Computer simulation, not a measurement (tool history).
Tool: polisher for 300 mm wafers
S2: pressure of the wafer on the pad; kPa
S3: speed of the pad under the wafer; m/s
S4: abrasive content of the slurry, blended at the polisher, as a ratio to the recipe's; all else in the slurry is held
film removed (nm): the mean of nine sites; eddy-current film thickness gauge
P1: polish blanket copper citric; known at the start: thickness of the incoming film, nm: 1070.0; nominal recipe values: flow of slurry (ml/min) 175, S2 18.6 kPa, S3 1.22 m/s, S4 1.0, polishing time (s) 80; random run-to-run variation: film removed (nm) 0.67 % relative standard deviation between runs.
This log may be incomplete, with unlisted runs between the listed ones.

Run 1, hour 3.6: flow of slurry (ml/min) 175, S2 18.6 kPa, S3 1.22 m/s, S4 1.0, polishing time (s) 80. Result: film removed (nm) 154.780.
Run 2, hour 5.6: flow of slurry (ml/min) 105, S2 18.6 kPa, S3 1.22 m/s, S4 1.0, polishing time (s) 80. Result: film removed (nm) 141.330.
Run 3, hour 8.8: flow of slurry (ml/min) 175, S2 18.6 kPa, S3 1.60 m/s, S4 1.0, polishing time (s) 80. Result: film removed (nm) 204.350.
Run 4, hour 13.1: flow of slurry (ml/min) 175, S2 18.6 kPa, S3 1.22 m/s, S4 1.0, polishing time (s) 46. Result: film removed (nm) 90.114.
Run 5, hour 15.7: flow of slurry (ml/min) 175, S2 18.6 kPa, S3 1.22 m/s, S4 1.0, polishing time (s) 80. Result: film removed (nm) 154.600.
Run 6, hour 20.3: flow of slurry (ml/min) 175, S2 18.6 kPa, S3 1.22 m/s, S4 1.0, polishing time (s) 80. Result: film removed (nm) 156.090.
Run 7, hour 22.9: flow of slurry (ml/min) 175, S2 18.6 kPa, S3 1.22 m/s, S4 1.0, polishing time (s) 80. Result: film removed (nm) 156.780.
Run 8, hour 25.7: flow of slurry (ml/min) 175, S2 18.6 kPa, S3 1.22 m/s, S4 1.5, polishing time (s) 80. Result: film removed (nm) 169.690.
Run 9, hour 30.0: flow of slurry (ml/min) 175, S2 18.6 kPa, S3 0.82 m/s, S4 1.0, polishing time (s) 80. Result: film removed (nm) 106.680.
Run 10, hour 33.4: flow of slurry (ml/min) 175, S2 18.6 kPa, S3 1.22 m/s, S4 1.0, polishing time (s) 80. Result: film removed (nm) 156.310.
Run 11, hour 36.1: flow of slurry (ml/min) 175, S2 12.4 kPa, S3 1.22 m/s, S4 1.0, polishing time (s) 80. Result: film removed (nm) 104.050.
Run 12, hour 38.8: flow of slurry (ml/min) 175, S2 26.9 kPa, S3 1.22 m/s, S4 1.0, polishing time (s) 80. Result: film removed (nm) 225.160.
Run 13, hour 41.7: flow of slurry (ml/min) 175, S2 18.6 kPa, S3 1.22 m/s, S4 1.0, polishing time (s) 120. Result: film removed (nm) 231.720.
At hour 44.4: head pressure recalibrated.
Run 14, hour 44.4: flow of slurry (ml/min) 175, S2 18.6 kPa, S3 1.22 m/s, S4 1.0, polishing time (s) 80. Result: film removed (nm) 156.240.

Expected results for the next run?
Run 15, hour 49.0: flow of slurry (ml/min) 265, S2 18.6 kPa, S3 1.22 m/s, S4 1.0, polishing time (s) 80. Result: film removed (nm) ?.

film removed (nm): 163.580
